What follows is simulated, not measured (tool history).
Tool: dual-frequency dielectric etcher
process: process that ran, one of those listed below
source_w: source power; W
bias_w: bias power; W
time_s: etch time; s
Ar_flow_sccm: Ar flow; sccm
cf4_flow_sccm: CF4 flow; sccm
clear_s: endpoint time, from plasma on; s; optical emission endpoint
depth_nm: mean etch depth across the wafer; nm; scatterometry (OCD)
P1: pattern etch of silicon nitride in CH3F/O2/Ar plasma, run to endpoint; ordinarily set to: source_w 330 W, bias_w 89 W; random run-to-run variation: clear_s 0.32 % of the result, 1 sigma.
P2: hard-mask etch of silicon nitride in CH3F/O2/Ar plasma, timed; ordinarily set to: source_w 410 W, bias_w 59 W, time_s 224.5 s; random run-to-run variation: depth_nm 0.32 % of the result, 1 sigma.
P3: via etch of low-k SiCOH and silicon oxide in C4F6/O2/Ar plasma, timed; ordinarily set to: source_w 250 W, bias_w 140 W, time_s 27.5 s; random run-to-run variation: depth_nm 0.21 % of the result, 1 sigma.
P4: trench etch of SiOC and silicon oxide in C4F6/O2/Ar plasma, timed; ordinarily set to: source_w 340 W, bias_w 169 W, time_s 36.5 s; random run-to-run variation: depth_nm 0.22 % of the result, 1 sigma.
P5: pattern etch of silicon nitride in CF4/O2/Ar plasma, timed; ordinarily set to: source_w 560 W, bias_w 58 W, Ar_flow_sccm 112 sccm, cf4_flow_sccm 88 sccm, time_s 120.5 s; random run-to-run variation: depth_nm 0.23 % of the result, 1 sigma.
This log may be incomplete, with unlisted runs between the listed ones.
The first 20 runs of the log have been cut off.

Run 21, hour 105.1: process P4, source_w 340 W, bias_w 169 W, time_s 36.5 s. Result: depth_nm 66.403 nm.
Run 22, hour 111.8: process P4, source_w 270 W, bias_w 169 W, time_s 36.5 s. Result: depth_nm 60.551 nm.
Run 23, hour 116.5: process P1, source_w 330 W, bias_w 116 W. Result: clear_s 66.581 s.
Run 24, hour 119.9: process P3, source_w 250 W, bias_w 140 W, time_s 34.5 s. Result: depth_nm 65.135 nm.
Run 25, hour 125.2: process P1, source_w 460 W, bias_w 89 W. Result: clear_s 64.538 s.
Run 26, hour 131.2: process P1, source_w 330 W, bias_w 89 W. Result: clear_s 73.451 s.
Run 27, hour 137.8: process P3, source_w 330 W, bias_w 140 W, time_s 27.5 s. Result: depth_nm 58.218 nm.
Run 28, hour 143.4: process P5, source_w 560 W, bias_w 58 W, time_s 120.5 s, Ar_flow_sccm 112 sccm, cf4_flow_sccm 55 sccm. Result: depth_nm 242.93 nm.
Run 29, hour 146.8: process P2, source_w 410 W, bias_w 59 W, time_s 126.5 s. Result: depth_nm 82.794 nm.
Run 30, hour 152.5: process P5, source_w 560 W, bias_w 58 W, time_s 120.5 s, Ar_flow_sccm 155 sccm, cf4_flow_sccm 88 sccm. Result: depth_nm 246.58 nm.
Run 31, hour 158.1: process P1, source_w 330 W, bias_w 89 W. Result: clear_s 73.216 s.
Run 32, hour 162.9: process P1, source_w 330 W, bias_w 89 W. Result: clear_s 73.215 s.
Run 33, hour 166.7: process P1, source_w 330 W, bias_w 89 W. Result: clear_s 72.828 s.
Run 34, hour 172.7: process P1, source_w 330 W, bias_w 89 W. Result: clear_s 72.587 s.
Run 35, hour 176.1: process P1, source_w 330 W, bias_w 89 W. Result: clear_s 72.677 s.
Run 36, hour 180: process P1, source_w 330 W, bias_w 89 W. Result: clear_s 72.555 s.
At hour 182.8: wet clean of the chamber.
Run 37, hour 186.6: process P1, source_w 330 W, bias_w 89 W. Result: clear_s 72.165 s.
Run 38, hour 192.7: process P1, source_w 330 W, bias_w 89 W. Result: clear_s 72.269 s.
Run 39, hour 197.7: process P1, source_w 330 W, bias_w 89 W. Result: clear_s 72.359 s.
Run 40, hour 203.2: process P1, source_w 330 W, bias_w 89 W. Result: clear_s 72.385 s.
Run 41, hour 209.8: process P1, source_w 330 W, bias_w 89 W. Result: clear_s 72.328 s.

Predict the results of run 42:
Run 42, hour 214.8: process P1, source_w 330 W, bias_w 89 W. Result: clear_s ?.

Logged for run 42: clear_s 72.214 s.
